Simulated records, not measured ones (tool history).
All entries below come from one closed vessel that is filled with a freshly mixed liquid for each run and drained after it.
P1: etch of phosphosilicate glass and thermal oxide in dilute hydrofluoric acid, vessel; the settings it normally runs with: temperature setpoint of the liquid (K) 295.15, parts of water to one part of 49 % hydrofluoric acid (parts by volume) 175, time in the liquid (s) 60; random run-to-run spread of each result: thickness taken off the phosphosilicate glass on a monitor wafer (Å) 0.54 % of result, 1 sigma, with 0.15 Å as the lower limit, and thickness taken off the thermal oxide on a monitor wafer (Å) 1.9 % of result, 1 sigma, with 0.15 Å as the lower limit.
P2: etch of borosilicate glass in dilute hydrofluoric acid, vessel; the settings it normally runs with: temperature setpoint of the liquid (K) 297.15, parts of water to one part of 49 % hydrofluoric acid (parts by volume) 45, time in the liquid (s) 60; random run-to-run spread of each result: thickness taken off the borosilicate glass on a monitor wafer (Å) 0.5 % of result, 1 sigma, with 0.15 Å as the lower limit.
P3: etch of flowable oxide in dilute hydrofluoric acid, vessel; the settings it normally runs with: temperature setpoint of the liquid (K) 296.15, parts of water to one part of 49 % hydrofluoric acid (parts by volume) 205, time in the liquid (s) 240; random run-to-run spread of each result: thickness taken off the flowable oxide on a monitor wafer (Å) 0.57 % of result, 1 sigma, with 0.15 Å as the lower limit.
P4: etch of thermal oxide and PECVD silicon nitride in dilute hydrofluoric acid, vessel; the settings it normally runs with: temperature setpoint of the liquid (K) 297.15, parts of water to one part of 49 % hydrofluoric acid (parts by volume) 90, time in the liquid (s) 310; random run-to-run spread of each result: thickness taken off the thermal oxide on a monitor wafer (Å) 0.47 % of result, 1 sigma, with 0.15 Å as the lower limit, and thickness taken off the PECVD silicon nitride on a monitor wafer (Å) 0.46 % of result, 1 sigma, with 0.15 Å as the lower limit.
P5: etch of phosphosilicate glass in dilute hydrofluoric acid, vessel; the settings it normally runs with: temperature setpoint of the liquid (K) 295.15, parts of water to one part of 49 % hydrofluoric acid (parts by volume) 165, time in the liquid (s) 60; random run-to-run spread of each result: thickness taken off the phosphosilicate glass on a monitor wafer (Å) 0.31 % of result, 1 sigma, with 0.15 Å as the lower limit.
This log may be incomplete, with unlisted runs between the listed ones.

| run | hour | process that ran | temperature setpoint of the liquid (K) | parts of water to one part of 49 % hydrofluoric acid (parts by volume) | time in the liquid (s) | thickness taken off the phosphosilicate glass on a monitor wafer (Å) | thickness taken off the thermal oxide on a monitor wafer (Å) | thickness taken off the flowable oxide on a monitor wafer (Å) | thickness taken off the PECVD silicon nitride on a monitor wafer (Å) | thickness taken off the borosilicate glass on a monitor wafer (Å) |
|---|---|---|---|---|---|---|---|---|---|---|
| 1 | 15.3 | P1 | 295.15 | 175 | 60 | 177.260 | 13.7130 |  |  |  |
| 2 | 27.6 | P3 | 296.15 | 205 | 400 |  |  | 506.57 |  |  |
| 3 | 42.9 | P4 | 297.15 | 90 | 65 |  | 33.3620 |  | 22.254 |  |
| 4 | 51.2 | P3 | 304.65 | 205 | 240 |  |  | 417.17 |  |  |
| 5 | 65.5 | P1 | 295.15 | 65 | 85 | 773.950 | 59.5830 |  |  |  |
| 6 | 80.2 | P5 | 302.15 | 165 | 60 | 545.410 |  |  |  |  |
| 7 | 89.7 | P4 | 297.15 | 90 | 310 |  | 158.2500 |  | 106.350 |  |
| 8 | 100.8 | P5 | 295.15 | 165 | 60 | 423.300 |  |  |  |  |
| 9 | 111.6 | P1 | 295.15 | 175 | 60 | 178.080 | 14.2360 |  |  |  |
| 10 | 125.5 | P5 | 295.15 | 165 | 60 | 420.030 |  |  |  |  |
| 11 | 140.3 | P5 | 295.15 | 165 | 100 | 703.740 |  |  |  |  |
| 12 | 151.8 | P4 | 304.15 | 90 | 310 |  | 209.1300 |  | 164.520 |  |
|  | 162.3 | thermometer replaced |
| 13 | 162.8 | P1 | 295.15 | 175 | 95 | 283.910 | 21.4840 |  |  |  |
| 14 | 177.1 | P2 | 302.65 | 45 | 60 |  |  |  |  | 443.62 |
| 15 | 184.9 | P1 | 295.15 | 110 | 60 | 304.160 | 23.1070 |  |  |  |
| 16 | 191.7 | P1 | 295.15 | 175 | 60 | 178.460 | 13.7350 |  |  |  |
| 17 | 207.1 | P3 | 296.15 | 205 | 240 |  |  | 306.26 |  |  |
| 18 | 215.6 | P1 | 295.15 | 175 | 60 | 178.270 | 13.9910 |  |  |  |
| 19 | 223.4 | P1 | 295.15 | 250 | 60 | 115.140 | 9.2041 |  |  |  |
| 20 | 234.6 | P1 | 295.15 | 175 | 60 | 178.720 | 14.2500 |  |  |  |
| 21 | 246.8 | P2 | 297.15 | 45 | 60 |  |  |  |  | 353.49 |
| 22 | 259.8 | P1 | 300.65 | 175 | 60 | 220.400 | 17.1240 |  |  |  |
| 23 | 271.4 | P4 | 297.15 | 25 | 310 |  | 623.4500 |  | 368.880 |  |
| 24 | 282.1 | P2 | 297.15 | 20 | 60 |  |  |  |  | 822.73 |
| 25 | 296.1 | P1 | 295.15 | 175 | 30 | 89.202 | 6.6973 |  |  |  |
| 26 | 306.9 | P5 | 295.15 | 230 | 60 | 282.000 |  |  |  |  |
| 27 | 314.6 | P1 | 290.15 | 175 | 60 | 146.110 | 11.2540 |  |  |  |
| 28 | 325.7 | P3 | 296.15 | 285 | 240 |  |  | 204.81 |  |  |
| 29 | 332.5 | P2 | 297.15 | 45 | 105 |  |  |  |  | 617.44 |
| 30 | 341.7 | P1 | 295.15 | 175 | 60 | 178.940 | 13.5600 |  |  |  |
| 31 | 353.5 | P1 | 295.15 | 175 | 60 | 178.960 | 13.5360 |  |  |  |
| 32 | 360.5 | P1 | 295.15 | 175 | 60 | 176.450 | 13.9050 |  |  |  |
| 33 | 370.1 | P1 | 295.15 | 175 | 60 | 172.470 | 13.5000 |  |  |  |
| 34 | 378.3 | P1 | 295.15 | 175 | 60 | 172.180 | 13.0950 |  |  |  |
| 35 | 390.4 | P1 | 295.15 | 175 | 60 | 171.390 | 13.3600 |  |  |  |
| 36 | 401.5 | P1 | 295.15 | 175 | 60 | 170.440 | 13.7530 |  |  |  |
| 37 | 416.7 | P1 | 295.15 | 175 | 60 | 171.990 | 12.7810 |  |  |  |
| 38 | 429.8 | P1 | 295.15 | 175 | 60 | 170.550 | 13.4560 |  |  |  |
| 39 | 441.6 | P1 | 295.15 | 175 | 60 | 168.570 | 13.3500 |  |  |  |
| 40 | 452.3 | P1 | 295.15 | 175 | 60 | 168.890 | 13.1430 |  |  |  |
| 41 | 467.4 | P1 | 295.15 | 175 | 60 | 167.920 | 13.0980 |  |  |  |
| 42 | 479.7 | P1 | 295.15 | 175 | 60 | 169.760 | 12.7060 |  |  |  |

P1 no longer gives what it gave before; its output has crept away from where it was. The following 2 causes, each at its listed size, fit the log equally well:
A: liquid colder than its thermometer reads (K) = 1.44
B: hydrofluoric acid flow below the setpoint (%) = 4.57
The process output started creeping at around hour 353.5.

Question marks stand in for the results of the 4 check runs listed below, each run on one wafer. Under which run would the listed causes show clearly different results?
| check 1 | 492.0 | P2 | 297.15 | 45 | 60 |  |  |  |  | ? |
| check 2 | 492.0 | P4 | 297.15 | 90 | 310 |  | ? |  | ? |  |
| check 3 | 492.0 | P3 | 296.15 | 205 | 240 |  |  | ? |  |  |
| check 4 | 492.0 | P5 | 295.15 | 165 | 60 | ? |  |  |  |  |

Predicted outcomes, by check and by cause:
| check | result | if A | if B |
|---|---|---|---|
| check 1 | thickness taken off the borosilicate glass on a monitor wafer (Å) | 335.13 | 338.59 |
| check 2 | thickness taken off the thermal oxide on a monitor wafer (Å) | 149.7700 | 150.6300 |
| check 2 | thickness taken off the PECVD silicon nitride on a monitor wafer (Å) | 96.286 | 101.200 |
| check 3 | thickness taken off the flowable oxide on a monitor wafer (Å) | 291.15 | 290.30 |
| check 4 | thickness taken off the phosphosilicate glass on a monitor wafer (Å) | 398.350 | 398.690 |
Minimum pairwise separation of causes per check, each pair taken at its best-separating result: check 1 1.03 %; check 2 4.97 %; check 3 0.29 %; check 4 0.09 %
Check 2 distinguishes between the causes, while the remaining checks would return nearly the same result for all of them.

With check 2 done, the readings were: thickness taken off the thermal oxide on a monitor wafer (Å) 149.2200; thickness taken off the PECVD silicon nitride on a monitor wafer (Å) 96.444. Identify which of the listed causes applies.

Of the candidate causes, it is A: liquid colder than its thermometer reads (K).
